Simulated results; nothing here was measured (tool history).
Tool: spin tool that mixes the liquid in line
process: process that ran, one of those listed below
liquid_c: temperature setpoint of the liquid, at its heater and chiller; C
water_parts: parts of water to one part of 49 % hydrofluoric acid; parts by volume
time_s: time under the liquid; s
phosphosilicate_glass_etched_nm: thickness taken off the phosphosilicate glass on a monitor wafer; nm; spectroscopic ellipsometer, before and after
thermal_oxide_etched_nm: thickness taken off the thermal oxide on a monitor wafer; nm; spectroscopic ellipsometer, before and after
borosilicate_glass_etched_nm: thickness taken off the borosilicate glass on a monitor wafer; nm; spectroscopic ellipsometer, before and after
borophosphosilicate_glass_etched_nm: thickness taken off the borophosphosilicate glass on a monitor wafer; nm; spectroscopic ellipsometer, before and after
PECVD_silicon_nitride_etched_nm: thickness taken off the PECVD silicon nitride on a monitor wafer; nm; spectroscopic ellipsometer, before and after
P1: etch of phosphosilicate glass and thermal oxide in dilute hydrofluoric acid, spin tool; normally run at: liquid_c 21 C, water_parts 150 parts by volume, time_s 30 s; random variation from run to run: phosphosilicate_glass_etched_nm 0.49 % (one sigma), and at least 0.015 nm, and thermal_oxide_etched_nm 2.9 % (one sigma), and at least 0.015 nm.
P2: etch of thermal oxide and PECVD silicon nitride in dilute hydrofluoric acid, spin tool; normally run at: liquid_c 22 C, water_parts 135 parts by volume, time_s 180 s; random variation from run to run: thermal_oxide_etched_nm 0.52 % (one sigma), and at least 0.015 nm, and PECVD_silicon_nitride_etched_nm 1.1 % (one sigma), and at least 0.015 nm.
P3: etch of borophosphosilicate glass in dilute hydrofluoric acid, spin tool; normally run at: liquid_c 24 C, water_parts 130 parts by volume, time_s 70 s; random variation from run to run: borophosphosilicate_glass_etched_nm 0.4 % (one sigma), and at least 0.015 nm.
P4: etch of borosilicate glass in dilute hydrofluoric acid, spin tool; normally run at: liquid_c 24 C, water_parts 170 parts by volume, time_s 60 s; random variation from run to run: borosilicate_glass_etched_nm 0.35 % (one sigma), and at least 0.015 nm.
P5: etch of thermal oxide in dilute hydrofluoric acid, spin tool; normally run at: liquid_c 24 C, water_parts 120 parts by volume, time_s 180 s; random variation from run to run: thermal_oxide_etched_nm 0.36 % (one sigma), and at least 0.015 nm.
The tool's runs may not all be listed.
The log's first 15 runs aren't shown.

run,hour,process,liquid_c,water_parts,time_s,hours since the thermometer was replaced,hours since the hydrofluoric acid flow meter was replaced,phosphosilicate_glass_etched_nm,thermal_oxide_etched_nm,borosilicate_glass_etched_nm,borophosphosilicate_glass_etched_nm,PECVD_silicon_nitride_etched_nm
16,204.3,P1,21,150,15,474.8,898.3,5.8135,0.36678,,,
17,216.6,P5,24,120,15,487.1,910.6,,0.58574,,,
18,231.1,P1,21,240,30,501.6,925.1,6.5844,0.48914,,,
19,243,P1,17,80,30,513.5,937,19.604,1.391,,,
20,260.9,P2,22,205,180,531.4,954.9,,3.5339,,,1.6666
21,277,P1,21,150,30,547.5,971,11.556,0.75566,,,
22,286.7,P1,21,150,60,557.2,980.7,22.907,1.5893,,,
23,298.1,P3,17.5,130,70,568.6,992.1,,,,15.624,
24,308.6,P3,24,130,70,579.1,1002.6,,,,20.41,
25,319.4,P5,24,120,180,589.9,1013.4,,7.0843,,,
26,329,P1,21,150,30,599.5,1023,11.584,0.79581,,,
27,347.5,P1,21,30,30,618,1041.5,65.669,4.5734,,,
28,358.9,P1,17,150,30,629.4,1052.9,9.8157,0.65795,,,
29,376.2,P1,21,150,30,646.7,1070.2,11.492,0.77531,,,
30,386.6,P1,21,30,15,657.1,1080.6,33.143,2.1971,,,
31,400.4,P2,22,135,180,670.9,1094.4,,5.7267,,,2.4995
32,417.8,P2,22,135,270,688.3,1111.8,,8.6771,,,3.8168
33,433.4,P5,24,190,180,703.9,1127.4,,4.1321,,,
34,446.4,P1,21,150,30,716.9,1140.4,11.423,0.80695,,,
35,464.4,P2,22,135,180,734.9,1158.4,,5.7188,,,2.5697
36,473.7,P1,21,150,30,744.2,1167.7,11.514,0.81138,,,
37,482,P1,21,150,30,752.5,1176,11.257,0.78922,,,

Forecast run 38:
38,500.1,P1,21,150,30,770.6,1194.1,?,?,,,

phosphosilicate_glass_etched_nm: 10.928 nm
thermal_oxide_etched_nm: 0.7164 nm
